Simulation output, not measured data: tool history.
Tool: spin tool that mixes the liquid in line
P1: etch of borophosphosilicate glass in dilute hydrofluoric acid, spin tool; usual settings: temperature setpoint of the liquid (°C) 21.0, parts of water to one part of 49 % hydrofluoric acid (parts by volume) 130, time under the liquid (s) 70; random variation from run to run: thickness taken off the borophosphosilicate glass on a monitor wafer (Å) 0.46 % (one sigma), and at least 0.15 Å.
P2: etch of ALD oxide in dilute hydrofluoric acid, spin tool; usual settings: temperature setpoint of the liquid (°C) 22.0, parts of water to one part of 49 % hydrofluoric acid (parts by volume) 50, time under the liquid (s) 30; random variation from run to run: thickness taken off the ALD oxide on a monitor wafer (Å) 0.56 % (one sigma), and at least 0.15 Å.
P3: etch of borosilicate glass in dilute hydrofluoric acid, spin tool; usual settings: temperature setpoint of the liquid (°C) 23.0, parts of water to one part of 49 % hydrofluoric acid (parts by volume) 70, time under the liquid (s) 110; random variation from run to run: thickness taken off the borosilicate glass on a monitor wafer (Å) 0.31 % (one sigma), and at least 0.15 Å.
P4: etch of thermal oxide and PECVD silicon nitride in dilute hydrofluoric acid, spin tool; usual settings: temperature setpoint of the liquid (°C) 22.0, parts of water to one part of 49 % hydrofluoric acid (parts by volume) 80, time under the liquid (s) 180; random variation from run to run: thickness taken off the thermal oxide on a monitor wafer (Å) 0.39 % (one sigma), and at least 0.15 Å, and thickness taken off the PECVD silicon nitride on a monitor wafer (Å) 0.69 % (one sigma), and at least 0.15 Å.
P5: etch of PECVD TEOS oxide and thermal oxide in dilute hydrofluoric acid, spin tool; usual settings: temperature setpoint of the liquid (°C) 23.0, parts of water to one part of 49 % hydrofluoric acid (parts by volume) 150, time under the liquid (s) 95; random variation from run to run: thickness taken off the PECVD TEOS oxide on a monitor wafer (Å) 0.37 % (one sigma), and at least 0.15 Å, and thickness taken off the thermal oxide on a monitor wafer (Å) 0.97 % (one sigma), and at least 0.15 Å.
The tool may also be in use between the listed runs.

run,day,process that ran,temperature setpoint of the liquid (°C),parts of water to one part of 49 % hydrofluoric acid (parts by volume),time under the liquid (s),thickness taken off the borophosphosilicate glass on a monitor wafer (Å),thickness taken off the thermal oxide on a monitor wafer (Å),thickness taken off the PECVD silicon nitride on a monitor wafer (Å),thickness taken off the borosilicate glass on a monitor wafer (Å),thickness taken off the ALD oxide on a monitor wafer (Å),thickness taken off the PECVD TEOS oxide on a monitor wafer (Å)
1,0.408,P1,21.0,130,70,199.31,,,,,
2,0.762,P4,17.0,80,180,,77.2350,23.370,,,
3,1.258,P3,18.0,70,110,,,,471.14,,
4,1.704,P2,22.0,50,30,,,,,124.570,
5,2.012,P1,21.0,130,100,287.96,,,,,
6,2.350,P1,21.0,130,70,200.20,,,,,
7,2.729,P2,22.0,50,30,,,,,124.510,
8,3.267,P1,17.0,30,70,823.59,,,,,
9,3.792,P1,17.0,130,70,169.74,,,,,
10,4.088,P1,26.5,130,70,249.43,,,,,
11,4.488,P4,22.0,110,180,,66.5280,23.831,,,
12,4.842,P1,21.0,130,70,201.13,,,,,
13,5.233,P5,23.0,150,95,,27.1210,,,,98.699
14,5.558,P1,21.0,60,70,471.07,,,,,
15,5.862,P1,21.0,130,70,199.28,,,,,
16,6.342,P1,28.0,30,70,1326.10,,,,,
17,6.758,P4,22.0,80,355,,186.9300,65.286,,,
18,7.071,P2,22.0,80,30,,,,,75.257,
19,7.517,P5,23.0,250,95,,14.2530,,,,53.480
20,7.792,P3,23.0,100,110,,,,392.26,,
21,8.296,P5,23.0,150,95,,26.3030,,,,99.316
22,8.842,P5,17.0,150,95,,20.9080,,,,77.900
23,9.146,P1,21.0,200,70,121.18,,,,,
24,9.488,P3,23.0,70,110,,,,580.64,,
25,9.929,P3,23.0,70,190,,,,1005.10,,
26,10.288,P3,23.0,70,110,,,,583.39,,
27,10.688,P2,22.0,50,15,,,,,62.096,
28,11.158,P1,21.0,130,70,200.62,,,,,
# day 11.517: thermometer replaced
29,11.746,P2,28.0,50,30,,,,,159.230,
30,12.138,P4,22.0,80,180,,95.1010,32.711,,,
31,12.733,P5,23.0,150,30,,8.4691,,,,31.152
32,13.146,P1,21.0,130,35,100.30,,,,,
33,13.750,P1,21.0,130,70,199.70,,,,,
34,14.346,P1,21.0,130,70,206.87,,,,,
35,14.871,P1,21.0,130,70,209.88,,,,,
36,15.279,P1,21.0,130,70,214.81,,,,,
37,15.550,P1,21.0,130,70,215.24,,,,,
38,16.121,P1,21.0,130,70,216.93,,,,,
39,16.592,P1,21.0,130,70,219.71,,,,,
40,17.133,P1,21.0,130,70,219.56,,,,,
41,17.671,P1,21.0,130,70,218.84,,,,,
42,18.258,P1,21.0,130,70,221.21,,,,,
43,18.542,P1,21.0,130,70,218.48,,,,,

What P1 gives has crept away from where it was. These 2 causes fit the log equally well, each at the size given:
A: hydrofluoric acid flow above the setpoint (%) = 8.38
B: liquid hotter than its thermometer reads (K) = 2.33
The creep began at about day 13.750.

4 check runs are offered, one wafer each, their results left as question marks. Which one tells the causes apart?
check 1,18.825,P2,22.0,50,30,,,,,?,
check 2,18.825,P5,23.0,150,95,,?,,,,?
check 3,18.825,P4,22.0,80,180,,?,?,,,
check 4,18.825,P3,23.0,70,110,,,,?,,

What each check would give under each cause:
check,result,if A,if B
check 1,thickness taken off the ALD oxide on a monitor wafer (Å),135.360,136.870
check 2,thickness taken off the thermal oxide on a monitor wafer (Å),29.0570,28.9240
check 2,thickness taken off the PECVD TEOS oxide on a monitor wafer (Å),108.700,108.200
check 3,thickness taken off the thermal oxide on a monitor wafer (Å),103.5400,104.1900
check 3,thickness taken off the PECVD silicon nitride on a monitor wafer (Å),35.554,38.401
check 4,thickness taken off the borosilicate glass on a monitor wafer (Å),633.67,638.13
How far apart the two closest causes lie, in the result that separates them most: check 1 1.11 %; check 2 0.46 %; check 3 7.7 %; check 4 0.7 %
Only check 3 tells the causes apart: in the others they would give nearly the same result.

Check 3 was then run and gave: thickness taken off the thermal oxide on a monitor wafer (Å) 103.6800; thickness taken off the PECVD silicon nitride on a monitor wafer (Å) 35.089. Which cause is it?

It is A: hydrofluoric acid flow above the setpoint (%).

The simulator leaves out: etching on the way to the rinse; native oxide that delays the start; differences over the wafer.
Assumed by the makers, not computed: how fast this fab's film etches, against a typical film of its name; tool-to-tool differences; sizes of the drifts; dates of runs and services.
